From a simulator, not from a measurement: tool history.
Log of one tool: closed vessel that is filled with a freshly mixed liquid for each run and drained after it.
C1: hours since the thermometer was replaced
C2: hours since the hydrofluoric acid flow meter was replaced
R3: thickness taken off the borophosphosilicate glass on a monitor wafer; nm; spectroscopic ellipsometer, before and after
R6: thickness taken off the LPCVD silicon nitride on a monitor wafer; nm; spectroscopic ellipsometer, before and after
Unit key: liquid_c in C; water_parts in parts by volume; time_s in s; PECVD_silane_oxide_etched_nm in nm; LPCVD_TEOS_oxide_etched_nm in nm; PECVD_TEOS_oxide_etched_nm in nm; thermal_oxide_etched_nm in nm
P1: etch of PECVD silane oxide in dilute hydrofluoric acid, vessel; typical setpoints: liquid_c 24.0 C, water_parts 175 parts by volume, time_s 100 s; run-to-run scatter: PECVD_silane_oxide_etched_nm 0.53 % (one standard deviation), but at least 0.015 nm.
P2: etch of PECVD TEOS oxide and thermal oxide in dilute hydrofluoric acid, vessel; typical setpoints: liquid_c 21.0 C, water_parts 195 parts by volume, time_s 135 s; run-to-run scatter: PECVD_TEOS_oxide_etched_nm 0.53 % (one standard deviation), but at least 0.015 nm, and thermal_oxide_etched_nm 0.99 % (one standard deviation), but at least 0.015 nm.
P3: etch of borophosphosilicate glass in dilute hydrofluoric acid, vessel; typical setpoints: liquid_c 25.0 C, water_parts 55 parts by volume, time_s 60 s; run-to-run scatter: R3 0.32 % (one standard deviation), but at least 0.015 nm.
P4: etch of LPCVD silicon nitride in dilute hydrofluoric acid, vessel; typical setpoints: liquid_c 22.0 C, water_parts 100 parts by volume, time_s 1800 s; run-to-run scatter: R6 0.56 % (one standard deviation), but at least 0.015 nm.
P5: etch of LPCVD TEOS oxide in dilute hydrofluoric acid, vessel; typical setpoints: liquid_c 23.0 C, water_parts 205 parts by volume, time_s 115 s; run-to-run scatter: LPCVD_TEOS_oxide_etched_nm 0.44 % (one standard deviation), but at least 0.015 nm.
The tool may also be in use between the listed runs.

{"run": 1, "hour": 6.3, "process": "P1", "liquid_c": 24.0, "water_parts": 175, "time_s": 100, "C1": 924.4, "C2": 1213.8, "PECVD_silane_oxide_etched_nm": 16.627}
{"run": 2, "hour": 13.2, "process": "P1", "liquid_c": 24.0, "water_parts": 175, "time_s": 100, "C1": 931.3, "C2": 1220.7, "PECVD_silane_oxide_etched_nm": 16.501}
{"run": 3, "hour": 18.4, "process": "P1", "liquid_c": 24.0, "water_parts": 175, "time_s": 100, "C1": 936.5, "C2": 1225.9, "PECVD_silane_oxide_etched_nm": 16.479}
{"run": 4, "hour": 26.6, "process": "P5", "liquid_c": 17.0, "water_parts": 205, "time_s": 115, "C1": 944.7, "C2": 1234.1, "LPCVD_TEOS_oxide_etched_nm": 6.2652}
{"run": 5, "hour": 31.4, "process": "P3", "liquid_c": 25.0, "water_parts": 55, "time_s": 60, "C1": 949.5, "C2": 1238.9, "R3": 68.919}
{"run": 6, "hour": 41.7, "process": "P2", "liquid_c": 21.0, "water_parts": 195, "time_s": 135, "C1": 959.8, "C2": 1249.2, "PECVD_TEOS_oxide_etched_nm": 15.435, "thermal_oxide_etched_nm": 2.636}
{"run": 7, "hour": 47.4, "process": "P1", "liquid_c": 31.5, "water_parts": 260, "time_s": 100, "C1": 965.5, "C2": 1254.9, "PECVD_silane_oxide_etched_nm": 13.121}
{"run": 8, "hour": 52.4, "process": "P2", "liquid_c": 17.0, "water_parts": 195, "time_s": 135, "C1": 970.5, "C2": 1259.9, "PECVD_TEOS_oxide_etched_nm": 13.18, "thermal_oxide_etched_nm": 2.251}
{"run": 9, "hour": 62.2, "process": "P3", "liquid_c": 25.0, "water_parts": 80, "time_s": 60, "C1": 980.3, "C2": 1269.7, "R3": 46.102}
{"run": 10, "hour": 70.1, "process": "P1", "liquid_c": 24.0, "water_parts": 175, "time_s": 100, "C1": 988.2, "C2": 1277.6, "PECVD_silane_oxide_etched_nm": 16.611}
{"run": 11, "hour": 78.9, "process": "P5", "liquid_c": 23.0, "water_parts": 205, "time_s": 115, "C1": 997.0, "C2": 1286.4, "LPCVD_TEOS_oxide_etched_nm": 7.9441}
{"run": 12, "hour": 84.0, "process": "P1", "liquid_c": 24.0, "water_parts": 175, "time_s": 100, "C1": 1002.1, "C2": 1291.5, "PECVD_silane_oxide_etched_nm": 16.629}
{"run": 13, "hour": 91.4, "process": "P4", "liquid_c": 22.0, "water_parts": 100, "time_s": 1800, "C1": 1009.5, "C2": 1298.9, "R6": 7.8106}
{"run": 14, "hour": 96.0, "process": "P2", "liquid_c": 21.0, "water_parts": 90, "time_s": 135, "C1": 1014.1, "C2": 1303.5, "PECVD_TEOS_oxide_etched_nm": 37.012, "thermal_oxide_etched_nm": 6.3864}
{"run": 15, "hour": 105.6, "process": "P1", "liquid_c": 31.0, "water_parts": 175, "time_s": 100, "C1": 1023.7, "C2": 1313.1, "PECVD_silane_oxide_etched_nm": 21.349}
{"run": 16, "hour": 112.7, "process": "P3", "liquid_c": 32.0, "water_parts": 55, "time_s": 60, "C1": 1030.8, "C2": 1320.2, "R3": 91.327}
{"run": 17, "hour": 117.7, "process": "P3", "liquid_c": 25.0, "water_parts": 55, "time_s": 60, "C1": 1035.8, "C2": 1325.2, "R3": 69.07}
{"run": 18, "hour": 124.5, "process": "P2", "liquid_c": 21.0, "water_parts": 195, "time_s": 30, "C1": 1042.6, "C2": 1332.0, "PECVD_TEOS_oxide_etched_nm": 3.424, "thermal_oxide_etched_nm": 0.56244}
{"run": 19, "hour": 129.7, "process": "P1", "liquid_c": 24.0, "water_parts": 40, "time_s": 100, "C1": 1047.8, "C2": 1337.2, "PECVD_silane_oxide_etched_nm": 85.578}
{"run": 20, "hour": 135.7, "process": "P1", "liquid_c": 24.0, "water_parts": 175, "time_s": 30, "C1": 1053.8, "C2": 1343.2, "PECVD_silane_oxide_etched_nm": 4.9594}
{"run": 21, "hour": 142.1, "process": "P2", "liquid_c": 21.0, "water_parts": 195, "time_s": 135, "C1": 1060.2, "C2": 1349.6, "PECVD_TEOS_oxide_etched_nm": 15.311, "thermal_oxide_etched_nm": 2.636}
{"run": 22, "hour": 146.8, "process": "P4", "liquid_c": 27.0, "water_parts": 100, "time_s": 1800, "C1": 1064.9, "C2": 1354.3, "R6": 10.892}
{"run": 23, "hour": 155.0, "process": "P5", "liquid_c": 23.0, "water_parts": 205, "time_s": 185, "C1": 1073.1, "C2": 1362.5, "LPCVD_TEOS_oxide_etched_nm": 12.801}
{"run": 24, "hour": 163.8, "process": "P4", "liquid_c": 22.0, "water_parts": 160, "time_s": 1800, "C1": 1081.9, "C2": 1371.3, "R6": 4.9662}
{"run": 25, "hour": 170.8, "process": "P3", "liquid_c": 25.0, "water_parts": 55, "time_s": 100, "C1": 1088.9, "C2": 1378.3, "R3": 115.19}
{"run": 26, "hour": 178.9, "process": "P1", "liquid_c": 24.0, "water_parts": 290, "time_s": 100, "C1": 1097.0, "C2": 1386.4, "PECVD_silane_oxide_etched_nm": 8.8913}
{"hour": 180.4, "done": "thermometer replaced"}
{"run": 27, "hour": 187.1, "process": "P1", "liquid_c": 19.5, "water_parts": 175, "time_s": 100, "C1": 6.8, "C2": 1394.6, "PECVD_silane_oxide_etched_nm": 13.903}
{"run": 28, "hour": 195.0, "process": "P1", "liquid_c": 24.0, "water_parts": 175, "time_s": 200, "C1": 14.7, "C2": 1402.5, "PECVD_silane_oxide_etched_nm": 33.17}
{"run": 29, "hour": 205.2, "process": "P5", "liquid_c": 23.0, "water_parts": 205, "time_s": 115, "C1": 24.9, "C2": 1412.7, "LPCVD_TEOS_oxide_etched_nm": 7.9157}
{"run": 30, "hour": 214.8, "process": "P1", "liquid_c": 24.0, "water_parts": 175, "time_s": 100, "C1": 34.5, "C2": 1422.3, "PECVD_silane_oxide_etched_nm": 16.51}
{"hour": 216.2, "done": "hydrofluoric acid flow meter replaced"}
{"run": 31, "hour": 222.0, "process": "P5", "liquid_c": 23.0, "water_parts": 50, "time_s": 115, "C1": 41.7, "C2": 5.8, "LPCVD_TEOS_oxide_etched_nm": 39.115}
{"run": 32, "hour": 231.8, "process": "P4", "liquid_c": 22.0, "water_parts": 100, "time_s": 2850, "C1": 51.5, "C2": 15.6, "R6": 12.396}
{"run": 33, "hour": 238.0, "process": "P1", "liquid_c": 24.0, "water_parts": 175, "time_s": 100, "C1": 57.7, "C2": 21.8, "PECVD_silane_oxide_etched_nm": 16.46}
{"run": 34, "hour": 244.9, "process": "P1", "liquid_c": 24.0, "water_parts": 175, "time_s": 100, "C1": 64.6, "C2": 28.7, "PECVD_silane_oxide_etched_nm": 16.443}
{"run": 35, "hour": 252.5, "process": "P1", "liquid_c": 24.0, "water_parts": 175, "time_s": 100, "C1": 72.2, "C2": 36.3, "PECVD_silane_oxide_etched_nm": 16.831}
{"run": 36, "hour": 259.0, "process": "P1", "liquid_c": 24.0, "water_parts": 175, "time_s": 100, "C1": 78.7, "C2": 42.8, "PECVD_silane_oxide_etched_nm": 17.119}
{"run": 37, "hour": 264.2, "process": "P1", "liquid_c": 24.0, "water_parts": 175, "time_s": 100, "C1": 83.9, "C2": 48.0, "PECVD_silane_oxide_etched_nm": 17.243}
{"run": 38, "hour": 269.8, "process": "P1", "liquid_c": 24.0, "water_parts": 175, "time_s": 100, "C1": 89.5, "C2": 53.6, "PECVD_silane_oxide_etched_nm": 17.384}
{"run": 39, "hour": 278.7, "process": "P1", "liquid_c": 24.0, "water_parts": 175, "time_s": 100, "C1": 98.4, "C2": 62.5, "PECVD_silane_oxide_etched_nm": 17.359}
{"run": 40, "hour": 286.8, "process": "P1", "liquid_c": 24.0, "water_parts": 175, "time_s": 100, "C1": 106.5, "C2": 70.6, "PECVD_silane_oxide_etched_nm": 17.665}
{"run": 41, "hour": 296.4, "process": "P1", "liquid_c": 24.0, "water_parts": 175, "time_s": 100, "C1": 116.1, "C2": 80.2, "PECVD_silane_oxide_etched_nm": 17.566}
{"run": 42, "hour": 302.7, "process": "P1", "liquid_c": 24.0, "water_parts": 175, "time_s": 100, "C1": 122.4, "C2": 86.5, "PECVD_silane_oxide_etched_nm": 17.399}
{"run": 43, "hour": 309.7, "process": "P1", "liquid_c": 24.0, "water_parts": 175, "time_s": 100, "C1": 129.4, "C2": 93.5, "PECVD_silane_oxide_etched_nm": 17.573}
{"run": 44, "hour": 318.0, "process": "P1", "liquid_c": 24.0, "water_parts": 175, "time_s": 100, "C1": 137.7, "C2": 101.8, "PECVD_silane_oxide_etched_nm": 17.663}

The log shows P1 creeping away from where it was. Any of the 2 causes listed here, at the size stated for it, fits the log just as well as the others:
A: liquid hotter than its thermometer reads (K) = 1.61
B: hydrofluoric acid flow above the setpoint (%) = 5.15
The drift started at roughly hour 244.9.

Of the 4 check runs listed below, each run on one wafer and each result written as a question mark, which would let you distinguish the listed causes because they would give clearly different results?
{"run": "check 1", "hour": 326.3, "process": "P3", "liquid_c": 29.0, "water_parts": 80, "time_s": 60, "R3": "?"}
{"run": "check 2", "hour": 326.3, "process": "P5", "liquid_c": 23.0, "water_parts": 105, "time_s": 180, "LPCVD_TEOS_oxide_etched_nm": "?"}
{"run": "check 3", "hour": 326.3, "process": "P4", "liquid_c": 22.0, "water_parts": 140, "time_s": 1800, "R6": "?"}
{"run": "check 4", "hour": 326.3, "process": "P2", "liquid_c": 21.0, "water_parts": 135, "time_s": 30, "PECVD_TEOS_oxide_etched_nm": "?", "thermal_oxide_etched_nm": "?"}

If the cause were each of the candidates in turn, the checks would give the following:
check=check_1 result=R3 if_A=57.261 if_B=56.936
check=check_2 result=LPCVD_TEOS_oxide_etched_nm if_A=28.9410 if_B=28.7300
check=check_3 result=R6 if_A=6.2522 if_B=5.9114
check=check_4 result=PECVD_TEOS_oxide_etched_nm if_A=5.6165 if_B=5.5822
check=check_4 result=thermal_oxide_etched_nm if_A=0.94963 if_B=0.94383
Gap, in per cent, between the two causes that each check separates least, read from the result that separates them most: check 1 0.57 %; check 2 0.73 %; check 3 5.61 %; check 4 0.61 %
The other checks would show nearly matching results whichever cause is true, so check 3 is the only one that separates the causes.

Check 3 was carried out, with these results: R6 5.9259 nm. Which of the listed causes is responsible?

It is B: hydrofluoric acid flow above the setpoint (%).
